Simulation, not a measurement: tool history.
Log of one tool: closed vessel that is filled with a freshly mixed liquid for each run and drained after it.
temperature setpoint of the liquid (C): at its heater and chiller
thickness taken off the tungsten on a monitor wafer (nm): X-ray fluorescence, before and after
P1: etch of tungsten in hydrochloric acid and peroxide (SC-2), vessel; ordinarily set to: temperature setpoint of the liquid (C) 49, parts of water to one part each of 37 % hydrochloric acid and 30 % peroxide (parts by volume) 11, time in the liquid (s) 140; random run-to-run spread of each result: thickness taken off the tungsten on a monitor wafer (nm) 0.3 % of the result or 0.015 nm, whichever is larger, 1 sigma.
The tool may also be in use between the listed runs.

run	hour	temperature setpoint of the liquid (C)	parts of water to one part each of 37 % hydrochloric acid and 30 % peroxide (parts by volume)	time in the liquid (s)	hours since the thermometer was replaced	hours since the chemicals flow meter was replaced	hours since the drum of peroxide was connected	thickness taken off the tungsten on a monitor wafer (nm)
1	3	49	11	140	528.7	512.4	426.3	47.031
2	6.2	49	11	140	531.9	515.6	429.5	47.305
3	8.5	49	11	140	534.2	517.9	431.8	47.117
# hour 9.2: chemicals flow meter replaced
4	13.3	38.5	11	45	539	4.2	436.6	7.3338
5	17.5	49	20	140	543.2	8.4	440.8	27.891
# hour 19.6: new drum of peroxide connected
6	20.8	49	11	140	546.5	11.7	1.2	47.209
7	24.6	35	11	140	550.3	15.5	5	17.651
8	28.9	49	11	140	554.6	19.8	9.3	47.054
9	32.9	63.5	11	270	558.6	23.8	13.3	230.98
10	37.3	60.5	14.5	140	563	28.2	17.7	78.069
11	40.8	59	11	140	566.5	31.7	21.2	90.64
12	45.1	49	4	140	570.8	36	25.5	101.9
13	48.5	49	11	30	574.2	39.4	28.9	10.097
14	52.3	49	11	140	578	43.2	32.7	46.846
15	57.2	49	11	140	582.9	48.1	37.6	47.119
16	60.5	49	11	230	586.2	51.4	40.9	77.1
17	63.2	49	11	140	588.9	54.1	43.6	47.036
18	65.7	49	11	140	591.4	56.6	46.1	48.717
19	68.5	49	11	140	594.2	59.4	48.9	49.849
20	71.3	49	11	140	597	62.2	51.7	50.72
21	75.7	49	11	140	601.4	66.6	56.1	51.028
22	79.5	49	11	140	605.2	70.4	59.9	51.291
23	84.2	49	11	140	609.9	75.1	64.6	51.512

The output of P1 has drifted from where it used to be. Each of the 2 causes below, taken at the size shown beside it, accounts for the log equally well:
A: chemicals flow above the setpoint (%) = 11
B: liquid hotter than its thermometer reads (K) = 1.31
Creep in the process output first set in at about hour 63.2.
The rest of the possible causes, and what rules out each one:
peroxide weaker than its label (%): capped at 8; at that size thickness taken off the tungsten on a monitor wafer (nm) would change by -7.4 %, too little to explain the creep or opposite to it

Listed below are the offered check runs, one wafer per run, with question marks in place of results. For which of them would the causes give clearly different outcomes?
check 1	88.9	36.5	18	140				?
check 2	88.9	42.5	4	140				?
check 3	88.9	49	19.5	45				?
check 4	88.9	37	19.5	140				?

What every check run would give for each of its results, assuming each possible cause in turn:
check	result	if A	if B
check 1	thickness taken off the tungsten on a monitor wafer (nm)	14.052	14.07
check 2	thickness taken off the tungsten on a monitor wafer (nm)	70.033	71.654
check 3	thickness taken off the tungsten on a monitor wafer (nm)	10.061	9.9943
check 4	thickness taken off the tungsten on a monitor wafer (nm)	13.564	13.567
Separation of the two closest causes in each check, using whichever result separates them best: check 1 0.13 %; check 2 2.29 %; check 3 0.66 %; check 4 0.03 %
Only check 2 tells the causes apart: in the others they would give nearly the same result.

Check 2 was carried out, with these results: thickness taken off the tungsten on a monitor wafer (nm) 69.804. Which of the listed causes is responsible?

It is A: chemicals flow above the setpoint (%).
